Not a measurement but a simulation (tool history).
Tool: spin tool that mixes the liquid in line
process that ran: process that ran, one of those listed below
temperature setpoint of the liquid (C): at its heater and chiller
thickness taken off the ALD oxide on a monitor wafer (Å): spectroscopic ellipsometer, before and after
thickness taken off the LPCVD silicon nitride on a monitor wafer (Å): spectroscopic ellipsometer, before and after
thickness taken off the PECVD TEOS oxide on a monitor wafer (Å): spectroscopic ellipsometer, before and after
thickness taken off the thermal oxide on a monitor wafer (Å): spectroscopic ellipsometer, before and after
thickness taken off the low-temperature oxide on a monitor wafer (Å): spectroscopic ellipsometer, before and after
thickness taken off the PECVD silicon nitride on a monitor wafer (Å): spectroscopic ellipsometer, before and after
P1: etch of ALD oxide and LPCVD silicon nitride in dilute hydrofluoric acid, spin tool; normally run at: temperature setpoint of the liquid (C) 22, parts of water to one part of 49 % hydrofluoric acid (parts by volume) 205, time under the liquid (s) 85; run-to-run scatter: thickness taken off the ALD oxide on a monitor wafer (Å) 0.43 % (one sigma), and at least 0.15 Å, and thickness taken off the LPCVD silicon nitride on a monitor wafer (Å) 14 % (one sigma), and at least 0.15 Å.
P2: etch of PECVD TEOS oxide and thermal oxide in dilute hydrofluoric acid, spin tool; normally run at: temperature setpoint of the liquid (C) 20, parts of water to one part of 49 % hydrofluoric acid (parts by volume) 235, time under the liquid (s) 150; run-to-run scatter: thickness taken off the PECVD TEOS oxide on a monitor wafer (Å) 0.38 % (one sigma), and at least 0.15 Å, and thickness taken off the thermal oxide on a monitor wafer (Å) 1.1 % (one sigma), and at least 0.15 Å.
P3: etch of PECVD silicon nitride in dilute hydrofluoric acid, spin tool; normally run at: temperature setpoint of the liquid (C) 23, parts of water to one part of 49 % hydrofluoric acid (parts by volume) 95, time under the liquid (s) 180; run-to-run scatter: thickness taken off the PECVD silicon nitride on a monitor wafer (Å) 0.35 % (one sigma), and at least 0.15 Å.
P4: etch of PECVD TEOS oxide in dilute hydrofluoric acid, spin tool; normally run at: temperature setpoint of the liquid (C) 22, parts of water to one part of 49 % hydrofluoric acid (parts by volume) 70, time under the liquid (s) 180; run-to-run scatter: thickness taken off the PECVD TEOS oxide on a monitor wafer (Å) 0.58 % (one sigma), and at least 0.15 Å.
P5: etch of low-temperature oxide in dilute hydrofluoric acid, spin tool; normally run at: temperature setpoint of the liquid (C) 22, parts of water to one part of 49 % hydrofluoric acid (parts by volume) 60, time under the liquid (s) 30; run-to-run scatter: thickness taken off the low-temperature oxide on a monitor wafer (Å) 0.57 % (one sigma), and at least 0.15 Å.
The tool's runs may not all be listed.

| run | hour | process that ran | temperature setpoint of the liquid (C) | parts of water to one part of 49 % hydrofluoric acid (parts by volume) | time under the liquid (s) | hours since the thermometer was replaced | hours since the hydrofluoric acid flow meter was replaced | thickness taken off the ALD oxide on a monitor wafer (Å) | thickness taken off the LPCVD silicon nitride on a monitor wafer (Å) | thickness taken off the PECVD TEOS oxide on a monitor wafer (Å) | thickness taken off the thermal oxide on a monitor wafer (Å) | thickness taken off the low-temperature oxide on a monitor wafer (Å) | thickness taken off the PECVD silicon nitride on a monitor wafer (Å) |
|---|---|---|---|---|---|---|---|---|---|---|---|---|---|
| 1 | 4.2 | P1 | 22 | 205 | 85 | 1521.9 | 1322.6 | 76.161 | 1.2402 |  |  |  |  |
| 2 | 10.7 | P1 | 22 | 205 | 45 | 1528.4 | 1329.1 | 40.046 | 0.82924 |  |  |  |  |
| 3 | 18.6 | P1 | 29.5 | 205 | 85 | 1536.3 | 1337 | 99.443 | 2.9506 |  |  |  |  |
| 4 | 27.1 | P2 | 25.5 | 235 | 150 | 1544.8 | 1345.5 |  |  | 130.49 | 28.704 |  |  |
| 5 | 33.4 | P4 | 18 | 70 | 180 | 1551.1 | 1351.8 |  |  | 244.71 |  |  |  |
| 6 | 39.2 | P4 | 22 | 125 | 180 | 1556.9 | 1357.6 |  |  | 150.7 |  |  |  |
| 7 | 45.7 | P5 | 22 | 60 | 30 | 1563.4 | 1364.1 |  |  |  |  | 103.11 |  |
| 8 | 53.1 | P5 | 30 | 60 | 30 | 1570.8 | 1371.5 |  |  |  |  | 141.31 |  |
| 9 | 58.7 | P2 | 20 | 235 | 150 | 1576.4 | 1377.1 |  |  | 106.34 | 23.343 |  |  |
| 10 | 63.5 | P1 | 22 | 325 | 85 | 1581.2 | 1381.9 | 42.703 | 1.0848 |  |  |  |  |
| 11 | 69.8 | P1 | 22 | 205 | 140 | 1587.5 | 1388.2 | 124.54 | 2.4769 |  |  |  |  |
| 12 | 78.2 | P3 | 23 | 95 | 180 | 1595.9 | 1396.6 |  |  |  |  |  | 102.61 |
|  | 78.5 | thermometer replaced |
| 13 | 85.6 | P3 | 23 | 95 | 180 | 7.1 | 1404 |  |  |  |  |  | 102.48 |
| 14 | 89.7 | P1 | 22 | 205 | 85 | 11.2 | 1408.1 | 75.383 | 1.6885 |  |  |  |  |
| 15 | 96.2 | P4 | 22 | 70 | 280 | 17.7 | 1414.6 |  |  | 450.96 |  |  |  |
| 16 | 104.1 | P5 | 22 | 60 | 65 | 25.6 | 1422.5 |  |  |  |  | 222.77 |  |
| 17 | 111.7 | P1 | 17 | 205 | 85 | 33.2 | 1430.1 | 62.888 | 1.0164 |  |  |  |  |
| 18 | 118.4 | P1 | 22 | 205 | 85 | 39.9 | 1436.8 | 75.497 | 1.4404 |  |  |  |  |
| 19 | 125.9 | P5 | 22 | 60 | 30 | 47.4 | 1444.3 |  |  |  |  | 102.62 |  |
| 20 | 132.4 | P1 | 22 | 130 | 85 | 53.9 | 1450.8 | 128.75 | 2.8154 |  |  |  |  |
| 21 | 140 | P3 | 23 | 95 | 25 | 61.5 | 1458.4 |  |  |  |  |  | 14.2 |
| 22 | 149 | P1 | 22 | 205 | 85 | 70.5 | 1467.4 | 75.609 | 1.1487 |  |  |  |  |
| 23 | 153.2 | P5 | 22 | 20 | 30 | 74.7 | 1471.6 |  |  |  |  | 323.33 |  |

Run 24 comes next. What will it give?
| 24 | 157.8 | P2 | 20 | 75 | 150 | 79.3 | 1476.2 |  |  | ? | ? |  |  |

Run 24 gave thickness taken off the PECVD TEOS oxide on a monitor wafer (Å) 391.96, thickness taken off the thermal oxide on a monitor wafer (Å) 87.154.
